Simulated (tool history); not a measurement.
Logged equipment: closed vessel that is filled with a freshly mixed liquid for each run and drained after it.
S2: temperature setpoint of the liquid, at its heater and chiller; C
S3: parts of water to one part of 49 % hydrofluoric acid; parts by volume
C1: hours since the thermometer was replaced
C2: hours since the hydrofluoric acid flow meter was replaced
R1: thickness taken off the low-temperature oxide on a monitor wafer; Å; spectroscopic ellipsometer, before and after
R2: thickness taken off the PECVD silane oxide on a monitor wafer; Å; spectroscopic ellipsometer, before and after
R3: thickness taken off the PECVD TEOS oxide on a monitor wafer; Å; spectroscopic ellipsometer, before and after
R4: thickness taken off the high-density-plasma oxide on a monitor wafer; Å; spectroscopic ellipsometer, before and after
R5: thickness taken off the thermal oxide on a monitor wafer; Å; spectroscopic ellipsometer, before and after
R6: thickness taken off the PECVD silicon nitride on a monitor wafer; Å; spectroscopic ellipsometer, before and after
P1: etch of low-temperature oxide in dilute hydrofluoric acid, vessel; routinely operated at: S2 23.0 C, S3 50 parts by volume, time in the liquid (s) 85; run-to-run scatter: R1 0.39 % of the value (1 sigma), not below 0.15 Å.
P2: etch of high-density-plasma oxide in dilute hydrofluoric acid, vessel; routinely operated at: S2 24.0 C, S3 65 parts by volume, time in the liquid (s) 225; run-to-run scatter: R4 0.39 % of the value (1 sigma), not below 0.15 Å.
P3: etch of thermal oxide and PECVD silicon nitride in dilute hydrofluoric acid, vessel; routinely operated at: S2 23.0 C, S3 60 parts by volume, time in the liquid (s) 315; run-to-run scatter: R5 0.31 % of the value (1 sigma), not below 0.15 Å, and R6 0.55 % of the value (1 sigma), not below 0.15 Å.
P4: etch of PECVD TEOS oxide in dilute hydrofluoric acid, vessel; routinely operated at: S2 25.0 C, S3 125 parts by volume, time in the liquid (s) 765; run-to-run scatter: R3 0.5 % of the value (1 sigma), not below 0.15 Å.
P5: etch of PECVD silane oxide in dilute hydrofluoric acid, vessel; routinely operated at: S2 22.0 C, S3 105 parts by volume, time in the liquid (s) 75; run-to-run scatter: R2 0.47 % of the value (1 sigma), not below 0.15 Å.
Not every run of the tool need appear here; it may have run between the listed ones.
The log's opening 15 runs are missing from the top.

Run 16, hour 108.5: process that ran P1, S2 23.0 C, S3 30 parts by volume, time in the liquid (s) 165; C1 1439.0; C2 817.0. Result: R1 1196.30 Å.
Run 17, hour 116.9: process that ran P1, S2 23.0 C, S3 70 parts by volume, time in the liquid (s) 85; C1 1447.4; C2 825.4. Result: R1 250.37 Å.
Run 18, hour 122.2: process that ran P3, S2 23.0 C, S3 60 parts by volume, time in the liquid (s) 540; C1 1452.7; C2 830.7. Result: R5 420.51 Å, R6 163.140 Å.
Run 19, hour 129.4: process that ran P1, S2 23.0 C, S3 30 parts by volume, time in the liquid (s) 85; C1 1459.9; C2 837.9. Result: R1 612.15 Å.
Run 20, hour 135.9: process that ran P3, S2 17.0 C, S3 60 parts by volume, time in the liquid (s) 315; C1 1466.4; C2 844.4. Result: R5 189.17 Å, R6 62.131 Å.
Run 21, hour 141.6: process that ran P1, S2 23.0 C, S3 20 parts by volume, time in the liquid (s) 30; C1 1472.1; C2 850.1. Result: R1 330.45 Å.
Run 22, hour 148.5: process that ran P2, S2 29.5 C, S3 65 parts by volume, time in the liquid (s) 225; C1 1479.0; C2 857.0. Result: R4 336.250 Å.
Run 23, hour 154.5: process that ran P4, S2 25.0 C, S3 65 parts by volume, time in the liquid (s) 765; C1 1485.0; C2 863.0. Result: R3 1188.50 Å.
At hour 156.2: thermometer replaced.
Run 24, hour 159.7: process that ran P4, S2 25.0 C, S3 125 parts by volume, time in the liquid (s) 765; C1 3.6; C2 868.2. Result: R3 575.41 Å.
Run 25, hour 164.3: process that ran P2, S2 24.0 C, S3 65 parts by volume, time in the liquid (s) 225; C1 8.2; C2 872.8. Result: R4 269.700 Å.
Run 26, hour 172.8: process that ran P1, S2 23.0 C, S3 50 parts by volume, time in the liquid (s) 165; C1 16.7; C2 881.3. Result: R1 697.78 Å.
Run 27, hour 179.7: process that ran P5, S2 22.0 C, S3 105 parts by volume, time in the liquid (s) 30; C1 23.6; C2 888.2. Result: R2 82.895 Å.
Run 28, hour 187.6: process that ran P1, S2 17.5 C, S3 50 parts by volume, time in the liquid (s) 85; C1 31.5; C2 896.1. Result: R1 285.00 Å.
Run 29, hour 196.3: process that ran P1, S2 23.0 C, S3 50 parts by volume, time in the liquid (s) 85; C1 40.2; C2 904.8. Result: R1 358.22 Å.
Run 30, hour 203.2: process that ran P3, S2 23.0 C, S3 90 parts by volume, time in the liquid (s) 315; C1 47.1; C2 911.7. Result: R5 157.44 Å, R6 62.550 Å.
Run 31, hour 211.8: process that ran P1, S2 23.0 C, S3 50 parts by volume, time in the liquid (s) 85; C1 55.7; C2 920.3. Result: R1 361.35 Å.
Run 32, hour 216.9: process that ran P1, S2 23.0 C, S3 50 parts by volume, time in the liquid (s) 85; C1 60.8; C2 925.4. Result: R1 351.31 Å.

Run 33 is up next; what results do you expect?
Run 33, hour 224.0: process that ran P1, S2 23.0 C, S3 50 parts by volume, time in the liquid (s) 85; C1 67.9; C2 932.5. Result: R1 ?.

For run 33 the tool returned R1 345.33 Å.
